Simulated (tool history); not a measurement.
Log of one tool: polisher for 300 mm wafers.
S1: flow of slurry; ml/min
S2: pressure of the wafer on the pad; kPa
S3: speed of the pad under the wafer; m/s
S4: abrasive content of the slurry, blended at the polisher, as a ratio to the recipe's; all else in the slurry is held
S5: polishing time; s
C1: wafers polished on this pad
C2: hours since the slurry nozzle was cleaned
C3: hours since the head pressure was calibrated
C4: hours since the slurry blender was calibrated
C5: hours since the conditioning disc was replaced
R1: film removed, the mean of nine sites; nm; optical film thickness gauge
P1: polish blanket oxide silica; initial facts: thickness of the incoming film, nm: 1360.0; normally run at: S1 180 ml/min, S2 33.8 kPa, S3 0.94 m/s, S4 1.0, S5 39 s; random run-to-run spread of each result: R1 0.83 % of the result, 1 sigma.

{"run": 1, "day": 0.462, "S1": 180, "S2": 33.8, "S3": 0.94, "S4": 1.0, "S5": 39, "C1": 426, "C2": 273.7, "C3": 300.1, "C4": 60.1, "C5": 136.8, "R1": 145.4}
{"run": 2, "day": 0.688, "S1": 180, "S2": 33.8, "S3": 0.94, "S4": 1.0, "S5": 39, "C1": 481, "C2": 279.1, "C3": 305.5, "C4": 65.5, "C5": 142.2, "R1": 146.14}
{"run": 3, "day": 0.988, "S1": 180, "S2": 15.9, "S3": 0.94, "S4": 1.0, "S5": 39, "C1": 555, "C2": 286.3, "C3": 312.7, "C4": 72.7, "C5": 149.4, "R1": 67.997}
{"run": 4, "day": 1.288, "S1": 180, "S2": 33.8, "S3": 0.94, "S4": 1.0, "S5": 39, "C1": 629, "C2": 293.5, "C3": 319.9, "C4": 79.9, "C5": 156.6, "R1": 146.34}
{"run": 5, "day": 1.667, "S1": 180, "S2": 33.8, "S3": 0.94, "S4": 1.0, "S5": 39, "C1": 723, "C2": 302.6, "C3": 329.0, "C4": 89.0, "C5": 165.7, "R1": 144.45}
{"run": 6, "day": 1.971, "S1": 180, "S2": 33.8, "S3": 0.94, "S4": 0.5, "S5": 39, "C1": 798, "C2": 309.9, "C3": 336.3, "C4": 96.3, "C5": 173.0, "R1": 98.976}
{"run": 7, "day": 2.283, "S1": 180, "S2": 33.8, "S3": 0.94, "S4": 1.0, "S5": 57, "C1": 875, "C2": 317.4, "C3": 343.8, "C4": 103.8, "C5": 180.5, "R1": 209.65}
{"run": 8, "day": 2.488, "S1": 180, "S2": 33.8, "S3": 0.94, "S4": 1.0, "S5": 18, "C1": 926, "C2": 322.3, "C3": 348.7, "C4": 108.7, "C5": 185.4, "R1": 66.738}
{"run": 9, "day": 2.783, "S1": 110, "S2": 44.8, "S3": 0.94, "S4": 1.0, "S5": 39, "C1": 999, "C2": 329.4, "C3": 355.8, "C4": 115.8, "C5": 192.5, "R1": 172.63}
{"run": 10, "day": 3.042, "S1": 125, "S2": 21.4, "S3": 0.94, "S4": 1.0, "S5": 39, "C1": 1062, "C2": 335.6, "C3": 362.0, "C4": 122.0, "C5": 198.7, "R1": 87.128}
{"run": 11, "day": 3.479, "S1": 110, "S2": 33.8, "S3": 0.94, "S4": 1.0, "S5": 39, "C1": 1170, "C2": 346.1, "C3": 372.5, "C4": 132.5, "C5": 209.2, "R1": 132.0}
{"run": 12, "day": 3.796, "S1": 180, "S2": 33.8, "S3": 0.94, "S4": 1.0, "S5": 39, "C1": 1248, "C2": 353.7, "C3": 380.1, "C4": 140.1, "C5": 216.8, "R1": 145.77}
{"run": 13, "day": 4.158, "S1": 180, "S2": 33.8, "S3": 0.94, "S4": 1.0, "S5": 39, "C1": 1338, "C2": 362.4, "C3": 388.8, "C4": 148.8, "C5": 225.5, "R1": 145.03}
{"run": 14, "day": 4.421, "S1": 180, "S2": 33.8, "S3": 0.94, "S4": 1.4, "S5": 39, "C1": 1403, "C2": 368.7, "C3": 395.1, "C4": 155.1, "C5": 231.8, "R1": 167.69}
{"run": 15, "day": 4.783, "S1": 180, "S2": 33.8, "S3": 0.94, "S4": 1.0, "S5": 39, "C1": 1492, "C2": 377.4, "C3": 403.8, "C4": 163.8, "C5": 240.5, "R1": 143.88}
{"run": 16, "day": 5.212, "S1": 180, "S2": 33.8, "S3": 0.54, "S4": 1.0, "S5": 39, "C1": 1598, "C2": 387.7, "C3": 414.1, "C4": 174.1, "C5": 250.8, "R1": 94.156}
{"run": 17, "day": 5.446, "S1": 180, "S2": 33.8, "S3": 1.3, "S4": 1.0, "S5": 39, "C1": 1655, "C2": 393.3, "C3": 419.7, "C4": 179.7, "C5": 256.4, "R1": 187.98}
{"run": 18, "day": 5.742, "S1": 180, "S2": 47.6, "S3": 0.94, "S4": 1.0, "S5": 39, "C1": 1728, "C2": 400.4, "C3": 426.8, "C4": 186.8, "C5": 263.5, "R1": 204.6}
{"run": 19, "day": 5.988, "S1": 265, "S2": 33.8, "S3": 0.94, "S4": 1.0, "S5": 39, "C1": 1789, "C2": 406.3, "C3": 432.7, "C4": 192.7, "C5": 269.4, "R1": 151.41}
{"run": 20, "day": 6.217, "S1": 180, "S2": 33.8, "S3": 0.94, "S4": 1.0, "S5": 39, "C1": 1846, "C2": 411.8, "C3": 438.2, "C4": 198.2, "C5": 274.9, "R1": 144.51}
{"run": 21, "day": 6.683, "S1": 180, "S2": 33.8, "S3": 0.94, "S4": 1.0, "S5": 39, "C1": 1961, "C2": 423.0, "C3": 449.4, "C4": 209.4, "C5": 286.1, "R1": 137.18}
{"run": 22, "day": 6.904, "S1": 180, "S2": 33.8, "S3": 0.94, "S4": 1.0, "S5": 39, "C1": 2015, "C2": 428.3, "C3": 454.7, "C4": 214.7, "C5": 291.4, "R1": 135.28}
{"run": 23, "day": 7.188, "S1": 180, "S2": 33.8, "S3": 0.94, "S4": 1.0, "S5": 39, "C1": 2085, "C2": 435.1, "C3": 461.5, "C4": 221.5, "C5": 298.2, "R1": 137.19}
{"run": 24, "day": 7.404, "S1": 180, "S2": 33.8, "S3": 0.94, "S4": 1.0, "S5": 39, "C1": 2139, "C2": 440.3, "C3": 466.7, "C4": 226.7, "C5": 303.4, "R1": 132.86}
{"day": 7.433, "done": "conditioning disc replaced and pad reconditioned"}
{"day": 7.638, "done": "slurry nozzle cleaned"}
{"run": 25, "day": 7.854, "S1": 180, "S2": 33.8, "S3": 0.94, "S4": 1.0, "S5": 39, "C1": 2250, "C2": 5.3, "C3": 477.5, "C4": 237.5, "C5": 10.2, "R1": 131.7}
{"day": 7.892, "done": "worn pad replaced by a new one"}
{"run": 26, "day": 8.262, "S1": 180, "S2": 33.8, "S3": 0.94, "S4": 1.0, "S5": 39, "C1": 92, "C2": 15.1, "C3": 487.3, "C4": 247.3, "C5": 20.0, "R1": 132.39}
{"run": 27, "day": 8.533, "S1": 180, "S2": 33.8, "S3": 0.94, "S4": 1.0, "S5": 39, "C1": 159, "C2": 21.6, "C3": 493.8, "C4": 253.8, "C5": 26.5, "R1": 130.87}

Something has made what P1 gives creep away from where it was; the 2 causes below, each at its own stated size, fit the log equally well:
A: abrasive missing from the slurry, % = 18.8
B: head's pressure below its setpoint, % = 9.5
The process output started creeping at around day 6.217.
What rules out each remaining cause:
removal rate lost through wear of the pad, %: was serviced at day 7.892, once the creep was under way, yet the earlier output never came back
slurry flow missing at the pad, %: was serviced at day 7.638, once the creep was under way, yet the earlier output never came back
time polished since the conditioner stopped cutting, s: was serviced at day 7.433, once the creep was under way, yet the earlier output never came back

Consider the 4 check runs below, whose results appear as question marks and each of which averages 5 wafers. Which one distinguishes the causes, in that each cause would give it a clearly different result?
{"run": "check 1", "day": 8.804, "S1": 180, "S2": 33.8, "S3": 0.58, "S4": 0.55, "S5": 39, "R1": "?"}
{"run": "check 2", "day": 8.804, "S1": 180, "S2": 33.8, "S3": 0.94, "S4": 1.0, "S5": 19, "R1": "?"}
{"run": "check 3", "day": 8.804, "S1": 180, "S2": 33.8, "S3": 0.94, "S4": 1.0, "S5": 53, "R1": "?"}
{"run": "check 4", "day": 8.804, "S1": 110, "S2": 46.9, "S3": 0.94, "S4": 1.0, "S5": 39, "R1": "?"}

Predicted outcomes, by check and by cause:
check=check_1 result=R1 if_A=63.130 if_B=65.101
check=check_2 result=R1 if_A=64.011 if_B=64.027
check=check_3 result=R1 if_A=178.560 if_B=178.600
check=check_4 result=R1 if_A=166.620 if_B=166.660
Distance between the nearest two causes, measured in the result of the check that separates them most: check 1 3.07 %; check 2 0.02 %; check 3 0.02 %; check 4 0.02 %
Only check 1 tells the causes apart: in the others they would give nearly the same result.

Check 1 has now been run. It gave: R1 62.860 nm. Which of the candidate causes is it?

It is A: abrasive missing from the slurry, %.
